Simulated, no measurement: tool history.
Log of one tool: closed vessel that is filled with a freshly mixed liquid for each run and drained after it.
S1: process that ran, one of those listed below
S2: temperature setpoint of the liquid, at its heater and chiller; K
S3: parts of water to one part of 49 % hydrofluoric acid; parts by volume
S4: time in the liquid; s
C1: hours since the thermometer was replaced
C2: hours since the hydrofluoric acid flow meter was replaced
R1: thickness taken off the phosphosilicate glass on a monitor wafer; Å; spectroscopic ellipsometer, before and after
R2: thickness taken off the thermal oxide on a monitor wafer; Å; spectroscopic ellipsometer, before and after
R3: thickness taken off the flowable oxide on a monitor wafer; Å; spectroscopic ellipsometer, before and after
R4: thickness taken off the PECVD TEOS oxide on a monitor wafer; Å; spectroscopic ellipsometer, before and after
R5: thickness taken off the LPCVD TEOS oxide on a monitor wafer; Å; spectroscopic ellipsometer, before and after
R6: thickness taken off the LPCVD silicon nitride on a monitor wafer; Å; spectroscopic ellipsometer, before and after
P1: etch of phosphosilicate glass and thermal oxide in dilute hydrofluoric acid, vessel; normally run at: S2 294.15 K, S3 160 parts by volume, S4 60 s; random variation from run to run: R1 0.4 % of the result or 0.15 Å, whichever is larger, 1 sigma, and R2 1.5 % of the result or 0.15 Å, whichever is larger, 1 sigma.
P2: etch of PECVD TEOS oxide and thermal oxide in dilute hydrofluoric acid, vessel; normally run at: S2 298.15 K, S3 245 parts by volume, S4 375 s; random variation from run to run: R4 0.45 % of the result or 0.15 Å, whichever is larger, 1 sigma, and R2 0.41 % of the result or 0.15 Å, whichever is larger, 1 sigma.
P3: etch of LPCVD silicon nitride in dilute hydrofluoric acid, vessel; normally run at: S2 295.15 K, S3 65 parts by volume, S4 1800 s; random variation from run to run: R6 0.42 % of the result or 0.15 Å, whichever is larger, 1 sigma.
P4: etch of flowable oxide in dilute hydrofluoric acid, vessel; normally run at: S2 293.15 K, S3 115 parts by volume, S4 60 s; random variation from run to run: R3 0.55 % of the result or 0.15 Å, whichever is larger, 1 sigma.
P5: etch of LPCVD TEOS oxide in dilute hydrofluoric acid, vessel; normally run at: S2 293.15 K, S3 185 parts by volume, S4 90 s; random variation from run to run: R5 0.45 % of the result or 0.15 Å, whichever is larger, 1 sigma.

run,day,S1,S2,S3,S4,C1,C2,R1,R2,R3,R4,R5,R6
1,0.246,P1,294.15,160,60,350.0,998.6,224.01,14.9600,,,,
2,0.525,P4,293.15,115,95,356.7,1005.3,,,158.45,,,
3,0.775,P2,306.65,245,375,362.7,1011.3,,80.9150,,221.990,,
4,0.942,P1,294.15,160,60,366.7,1015.3,223.36,14.5610,,,,
5,1.138,P2,298.15,245,375,371.4,1020.0,,60.8580,,166.400,,
6,1.429,P5,293.15,185,90,378.4,1027.0,,,,,65.441,
7,1.783,P3,300.65,65,1800,386.9,1035.5,,,,,,163.440
8,1.983,P1,294.15,160,30,391.7,1040.3,111.66,7.4708,,,,
9,2.175,P5,290.15,185,90,396.3,1044.9,,,,,58.396,
10,2.396,P4,293.15,115,60,401.6,1050.2,,,100.03,,,
11,2.658,P2,298.15,245,70,407.9,1056.5,,11.4130,,30.715,,
12,2.921,P3,295.15,30,1800,414.2,1062.8,,,,,,241.290
13,3.196,P1,294.15,70,60,420.8,1069.4,563.47,36.4030,,,,
14,3.475,P5,293.15,185,90,427.5,1076.1,,,,,65.853,
15,3.738,P5,293.15,315,90,433.8,1082.4,,,,,33.742,
16,3.946,P1,294.15,290,60,438.8,1087.4,108.98,7.1058,,,,
17,4.125,P4,296.65,115,60,443.1,1091.7,,,114.65,,,
18,4.392,P3,295.15,65,1800,449.5,1098.1,,,,,,113.930
19,4.675,P1,298.15,160,30,456.3,1104.9,130.94,8.4764,,,,
20,4.883,P2,298.15,445,375,461.3,1109.9,,27.5150,,76.550,,
21,5.242,P3,295.15,65,760,469.9,1118.5,,,,,,48.134
22,5.608,P5,293.15,185,30,478.7,1127.3,,,,,21.800,

Run 23 comes next. What will it give?
23,5.908,P1,294.15,160,60,485.9,1134.5,?,?,,,,

Run 23 gave R1 223.42 Å, R2 14.7120 Å.

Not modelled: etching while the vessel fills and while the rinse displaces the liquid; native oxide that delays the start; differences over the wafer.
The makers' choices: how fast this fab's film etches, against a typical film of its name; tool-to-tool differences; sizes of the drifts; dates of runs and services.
